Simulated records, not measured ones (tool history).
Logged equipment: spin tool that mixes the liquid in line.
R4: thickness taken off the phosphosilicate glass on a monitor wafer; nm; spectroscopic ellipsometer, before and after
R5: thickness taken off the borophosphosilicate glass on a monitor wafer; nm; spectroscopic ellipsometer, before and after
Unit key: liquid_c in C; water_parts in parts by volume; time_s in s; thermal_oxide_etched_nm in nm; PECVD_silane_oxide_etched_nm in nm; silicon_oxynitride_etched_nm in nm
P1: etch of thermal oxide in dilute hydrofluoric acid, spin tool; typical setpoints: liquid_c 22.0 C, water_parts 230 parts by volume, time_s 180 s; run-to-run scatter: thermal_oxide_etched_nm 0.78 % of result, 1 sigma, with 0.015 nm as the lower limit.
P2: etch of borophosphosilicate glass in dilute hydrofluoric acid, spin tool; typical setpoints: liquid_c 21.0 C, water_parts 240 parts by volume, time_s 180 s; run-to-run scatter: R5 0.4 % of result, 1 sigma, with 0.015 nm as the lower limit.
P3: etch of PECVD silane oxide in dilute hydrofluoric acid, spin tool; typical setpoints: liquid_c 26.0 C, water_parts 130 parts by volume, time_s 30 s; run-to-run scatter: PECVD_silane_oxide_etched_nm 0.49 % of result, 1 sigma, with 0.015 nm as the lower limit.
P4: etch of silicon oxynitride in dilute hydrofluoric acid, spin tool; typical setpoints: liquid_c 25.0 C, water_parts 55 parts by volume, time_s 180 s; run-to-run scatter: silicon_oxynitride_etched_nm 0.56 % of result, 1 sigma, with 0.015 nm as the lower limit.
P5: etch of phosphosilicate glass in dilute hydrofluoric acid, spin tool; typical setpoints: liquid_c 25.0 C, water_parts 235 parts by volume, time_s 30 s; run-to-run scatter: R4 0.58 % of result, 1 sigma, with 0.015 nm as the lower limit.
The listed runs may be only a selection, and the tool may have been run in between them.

run 1 day=0.621 | process=P1 liquid_c=22.0 water_parts=230 time_s=180 | thermal_oxide_etched_nm=3.01430
run 2 day=1.167 | process=P3 liquid_c=26.0 water_parts=130 time_s=30 | PECVD_silane_oxide_etched_nm=11.8180
run 3 day=1.850 | process=P1 liquid_c=22.0 water_parts=230 time_s=180 | thermal_oxide_etched_nm=3.01580
run 4 day=2.429 | process=P4 liquid_c=25.0 water_parts=55 time_s=15 | silicon_oxynitride_etched_nm=1.0823
run 5 day=3.025 | process=P5 liquid_c=25.0 water_parts=375 time_s=30 | R4=3.7582
run 6 day=3.583 | process=P3 liquid_c=26.0 water_parts=195 time_s=30 | PECVD_silane_oxide_etched_nm=7.2849
run 7 day=4.271 | process=P1 liquid_c=22.0 water_parts=125 time_s=355 | thermal_oxide_etched_nm=12.29500
run 8 day=4.825 | process=P1 liquid_c=28.0 water_parts=230 time_s=180 | thermal_oxide_etched_nm=3.71930
run 9 day=5.371 | process=P3 liquid_c=20.0 water_parts=130 time_s=30 | PECVD_silane_oxide_etched_nm=9.3539
run 10 day=6.046 | process=P4 liquid_c=25.0 water_parts=55 time_s=180 | silicon_oxynitride_etched_nm=13.0090
run 11 day=6.379 | process=P1 liquid_c=22.0 water_parts=130 time_s=30 | thermal_oxide_etched_nm=0.99830
run 12 day=7.108 | process=P3 liquid_c=26.0 water_parts=130 time_s=50 | PECVD_silane_oxide_etched_nm=19.7860
run 13 day=7.450 | process=P3 liquid_c=26.0 water_parts=130 time_s=30 | PECVD_silane_oxide_etched_nm=11.7650
run 14 day=7.862 | process=P1 liquid_c=22.0 water_parts=230 time_s=180 | thermal_oxide_etched_nm=3.05650
run 15 day=8.325 | process=P2 liquid_c=17.0 water_parts=240 time_s=180 | R5=42.876
run 16 day=8.767 | process=P1 liquid_c=22.0 water_parts=230 time_s=180 | thermal_oxide_etched_nm=3.05120
run 17 day=9.283 | process=P2 liquid_c=21.0 water_parts=240 time_s=180 | R5=49.912
run 18 day=9.704 | process=P1 liquid_c=22.0 water_parts=230 time_s=180 | thermal_oxide_etched_nm=3.06560
run 19 day=10.125 | process=P5 liquid_c=25.0 water_parts=235 time_s=50 | R4=11.5070
run 20 day=10.571 | process=P1 liquid_c=22.0 water_parts=230 time_s=180 | thermal_oxide_etched_nm=3.03510
run 21 day=11.229 | process=P1 liquid_c=22.0 water_parts=230 time_s=50 | thermal_oxide_etched_nm=0.82938
run 22 day=11.921 | process=P1 liquid_c=22.0 water_parts=125 time_s=180 | thermal_oxide_etched_nm=6.21270
run 23 day=12.583 | process=P2 liquid_c=21.0 water_parts=240 time_s=45 | R5=12.395
run 24 day=13.212 | process=P5 liquid_c=25.0 water_parts=235 time_s=30 | R4=6.9548
run 25 day=13.704 | process=P1 liquid_c=22.0 water_parts=230 time_s=325 | thermal_oxide_etched_nm=5.42590
run 26 day=14.396 | process=P2 liquid_c=21.0 water_parts=100 time_s=180 | R5=138.520
run 27 day=14.967 | process=P1 liquid_c=22.0 water_parts=230 time_s=180 | thermal_oxide_etched_nm=2.99570
run 28 day=15.379 | process=P2 liquid_c=21.0 water_parts=240 time_s=180 | R5=49.808
run 29 day=15.842 | process=P4 liquid_c=25.0 water_parts=95 time_s=180 | silicon_oxynitride_etched_nm=7.2022
run 30 day=16.300 | process=P1 liquid_c=17.5 water_parts=230 time_s=180 | thermal_oxide_etched_nm=2.50170
run 31 day=16.746 | process=P1 liquid_c=22.0 water_parts=340 time_s=180 | thermal_oxide_etched_nm=1.82440
run 32 day=17.325 | process=P4 liquid_c=29.0 water_parts=55 time_s=180 | silicon_oxynitride_etched_nm=15.7180
run 33 day=17.792 | process=P5 liquid_c=20.0 water_parts=235 time_s=30 | R4=5.7991
run 34 day=18.379 | process=P1 liquid_c=22.0 water_parts=230 time_s=180 | thermal_oxide_etched_nm=2.97720
run 35 day=19.012 | process=P1 liquid_c=22.0 water_parts=230 time_s=180 | thermal_oxide_etched_nm=3.08090
run 36 day=19.500 | process=P1 liquid_c=22.0 water_parts=230 time_s=180 | thermal_oxide_etched_nm=3.11340
run 37 day=19.971 | process=P1 liquid_c=22.0 water_parts=230 time_s=180 | thermal_oxide_etched_nm=3.13900
run 38 day=20.717 | process=P1 liquid_c=22.0 water_parts=230 time_s=180 | thermal_oxide_etched_nm=3.18050
run 39 day=21.217 | process=P1 liquid_c=22.0 water_parts=230 time_s=180 | thermal_oxide_etched_nm=3.23700
run 40 day=21.929 | process=P1 liquid_c=22.0 water_parts=230 time_s=180 | thermal_oxide_etched_nm=3.24630
run 41 day=22.533 | process=P1 liquid_c=22.0 water_parts=230 time_s=180 | thermal_oxide_etched_nm=3.22740
run 42 day=22.925 | process=P1 liquid_c=22.0 water_parts=230 time_s=180 | thermal_oxide_etched_nm=3.17870
run 43 day=23.350 | process=P1 liquid_c=22.0 water_parts=230 time_s=180 | thermal_oxide_etched_nm=3.21980
run 44 day=23.983 | process=P1 liquid_c=22.0 water_parts=230 time_s=180 | thermal_oxide_etched_nm=3.20890
run 45 day=24.575 | process=P1 liquid_c=22.0 water_parts=230 time_s=180 | thermal_oxide_etched_nm=3.27490

P1 no longer gives what it gave before; its output has crept away from where it was. The following 2 causes, each at its listed size, fit the log equally well:
A: hydrofluoric acid flow above the setpoint (%) = 6.16
B: liquid hotter than its thermometer reads (K) = 2
The drift started at roughly day 18.379.

You are offered 4 check runs, listed below with question marks in place of their results; each one averages 2 wafers. Which run separates the listed causes by giving clearly different results for each?
run check 1 day=25.167 | process=P2 liquid_c=21.0 water_parts=240 time_s=180 | R5=?
run check 2 day=25.167 | process=P4 liquid_c=25.0 water_parts=55 time_s=180 | silicon_oxynitride_etched_nm=?
run check 3 day=25.167 | process=P5 liquid_c=25.0 water_parts=235 time_s=30 | R4=?
run check 4 day=25.167 | process=P3 liquid_c=26.0 water_parts=130 time_s=30 | PECVD_silane_oxide_etched_nm=?

How each check would come out, cause by cause:
check=check_1 result=R5 if_A=53.602 if_B=53.625
check=check_2 result=silicon_oxynitride_etched_nm if_A=13.8660 if_B=14.3350
check=check_3 result=R4 if_A=7.4207 if_B=7.3931
check=check_4 result=PECVD_silane_oxide_etched_nm if_A=12.6140 if_B=12.6920
Per-check spread between the two closest causes, in the result where they differ most: check 1 0.04 %; check 2 3.32 %; check 3 0.37 %; check 4 0.62 %
Only in check 2 would the causes give clearly different results; in the remaining checks their results would be nearly the same.

The results of check 2 are: silicon_oxynitride_etched_nm 14.3260 nm. Based on these, which of the listed causes is it?

It was cause B: liquid hotter than its thermometer reads (K).
